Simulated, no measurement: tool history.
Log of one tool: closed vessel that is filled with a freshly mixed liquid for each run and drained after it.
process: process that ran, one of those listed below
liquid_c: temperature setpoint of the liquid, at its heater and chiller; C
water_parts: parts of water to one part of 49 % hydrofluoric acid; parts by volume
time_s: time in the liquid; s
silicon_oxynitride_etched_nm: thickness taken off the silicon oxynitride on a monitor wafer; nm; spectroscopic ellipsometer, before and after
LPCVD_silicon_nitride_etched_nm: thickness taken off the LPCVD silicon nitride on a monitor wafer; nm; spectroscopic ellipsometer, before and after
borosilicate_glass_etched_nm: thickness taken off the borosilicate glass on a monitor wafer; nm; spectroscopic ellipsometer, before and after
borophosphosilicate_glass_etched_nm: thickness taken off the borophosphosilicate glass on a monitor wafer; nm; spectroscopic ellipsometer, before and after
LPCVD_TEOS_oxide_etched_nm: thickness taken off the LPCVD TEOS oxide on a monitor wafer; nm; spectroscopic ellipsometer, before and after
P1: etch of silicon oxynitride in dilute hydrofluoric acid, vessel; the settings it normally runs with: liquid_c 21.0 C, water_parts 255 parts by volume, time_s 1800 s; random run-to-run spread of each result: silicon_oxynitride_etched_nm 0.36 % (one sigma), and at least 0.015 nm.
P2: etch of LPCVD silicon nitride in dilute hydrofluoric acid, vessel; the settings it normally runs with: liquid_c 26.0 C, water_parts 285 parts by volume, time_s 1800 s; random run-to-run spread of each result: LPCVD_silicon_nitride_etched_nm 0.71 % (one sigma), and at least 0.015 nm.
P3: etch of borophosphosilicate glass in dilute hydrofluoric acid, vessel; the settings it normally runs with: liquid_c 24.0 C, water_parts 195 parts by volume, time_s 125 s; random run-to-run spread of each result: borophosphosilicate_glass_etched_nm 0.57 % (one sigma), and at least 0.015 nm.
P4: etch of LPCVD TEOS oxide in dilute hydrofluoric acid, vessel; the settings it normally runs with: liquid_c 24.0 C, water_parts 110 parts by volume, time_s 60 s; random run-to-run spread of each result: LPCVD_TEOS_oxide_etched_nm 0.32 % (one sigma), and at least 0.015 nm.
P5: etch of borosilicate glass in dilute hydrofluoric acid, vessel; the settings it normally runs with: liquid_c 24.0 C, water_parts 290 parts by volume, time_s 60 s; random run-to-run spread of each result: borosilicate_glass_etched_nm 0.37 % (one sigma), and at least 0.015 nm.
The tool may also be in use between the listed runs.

run	hour	process	liquid_c	water_parts	time_s	hours since the thermometer was replaced	hours since the hydrofluoric acid flow meter was replaced	silicon_oxynitride_etched_nm	LPCVD_silicon_nitride_etched_nm	borosilicate_glass_etched_nm	borophosphosilicate_glass_etched_nm	LPCVD_TEOS_oxide_etched_nm
1	6.3	P1	21.0	255	1800	481.0	436.9	12.3660				
2	14.1	P2	26.0	285	575	488.8	444.7		1.0605			
3	26.3	P1	21.0	255	1800	501.0	456.9	12.2340				
4	33.0	P5	24.0	60	60	507.7	463.6			36.8950		
5	43.9	P5	19.0	290	60	518.6	474.5			4.9507		
6	50.7	P2	26.0	285	1800	525.4	481.3		3.2728			
7	56.6	P3	24.0	30	125	531.3	487.2				243.510	
8	68.9	P4	24.0	110	60	543.6	499.5					29.594
9	80.1	P4	24.0	110	60	554.8	510.7					30.017
10	91.8	P5	24.0	290	110	566.5	522.4			10.9200		
11	100.8	P1	21.0	255	910	575.5	531.4	6.2764				
12	109.7	P1	21.0	350	1800	584.4	540.3	8.4534				
13	121.2	P1	21.0	255	1800	595.9	551.8	12.3280				
14	130.3	P1	21.0	150	1800	605.0	560.9	22.5250				
15	137.1	P1	21.0	255	1800	611.8	567.7	12.2800				
16	148.2	P4	24.0	110	30	622.9	578.8					14.853
17	160.3	P2	26.0	70	1800	635.0	590.9		13.3170			
# hour 166.9: thermometer replaced
18	166.9	P4	29.5	110	60	0.1	597.5					36.842
19	178.3	P5	24.0	290	60	11.5	608.9			5.9526		
20	187.7	P1	21.0	255	3465	20.9	618.3	23.5650				
21	193.7	P4	24.0	20	60	26.9	624.3					183.310
22	203.5	P3	24.0	195	125	36.7	634.1				30.874	
23	213.5	P1	17.0	255	1800	46.7	644.1	10.2150				
24	224.4	P1	17.0	70	1800	57.6	655.0	41.9770				
25	236.0	P3	24.0	195	125	69.2	666.6				30.859	
26	247.1	P3	24.0	195	195	80.3	677.7				48.293	
27	254.4	P2	34.0	285	1800	87.6	685.0		5.1978			
28	262.8	P1	21.0	255	1800	96.0	693.4	12.1740				
29	273.6	P1	29.5	255	1800	106.8	704.2	17.6630				
30	279.5	P3	18.0	195	125	112.7	710.1				24.535	
31	289.6	P5	24.0	290	60	122.8	720.2			5.9007		
32	295.6	P1	21.0	255	1800	128.8	726.2	12.3510				
33	307.4	P1	21.0	255	1800	140.6	738.0	11.8440				
34	314.3	P1	21.0	255	1800	147.5	744.9	11.7380				
35	323.8	P1	21.0	255	1800	157.0	754.4	11.5090				
36	331.0	P1	21.0	255	1800	164.2	761.6	11.3900				
37	339.6	P1	21.0	255	1800	172.8	770.2	11.4130				
38	349.3	P1	21.0	255	1800	182.5	779.9	11.3450				
39	361.4	P1	21.0	255	1800	194.6	792.0	11.3410				
40	370.5	P1	21.0	255	1800	203.7	801.1	11.2260				
41	377.7	P1	21.0	255	1800	210.9	808.3	11.2260				
42	383.1	P1	21.0	255	1800	216.3	813.7	11.2030				

What P1 gives has crept away from where it was. These 2 causes fit the log equally well, each at the size given:
A: liquid colder than its thermometer reads (K) = 1.95
B: hydrofluoric acid flow below the setpoint (%) = 7.26
The onset of the drift is placed at about hour 295.6.

You are offered 4 check runs, listed below with question marks in place of their results; each one averages 3 wafers. Which run separates the listed causes by giving clearly different results for each?
check 1	388.5	P2	31.5	285	1800				?			
check 2	388.5	P5	24.0	65	90					?		
check 3	388.5	P4	24.0	30	60							?
check 4	388.5	P3	24.0	40	125						?	

What each check would give under each cause:
check	result	if A	if B
check 1	LPCVD_silicon_nitride_etched_nm	4.0589	4.1987
check 2	borosilicate_glass_etched_nm	47.0340	46.9390
check 3	LPCVD_TEOS_oxide_etched_nm	111.310	111.710
check 4	borophosphosilicate_glass_etched_nm	167.410	167.750
Per-check spread between the two closest causes, in the result where they differ most: check 1 3.39 %; check 2 0.2 %; check 3 0.36 %; check 4 0.2 %
The other checks would show nearly matching results whichever cause is true, so check 1 is the only one that separates the causes.

Check 1 was carried out, with these results: LPCVD_silicon_nitride_etched_nm 4.0741 nm. Which of the listed causes is responsible?

It is A: liquid colder than its thermometer reads (K).
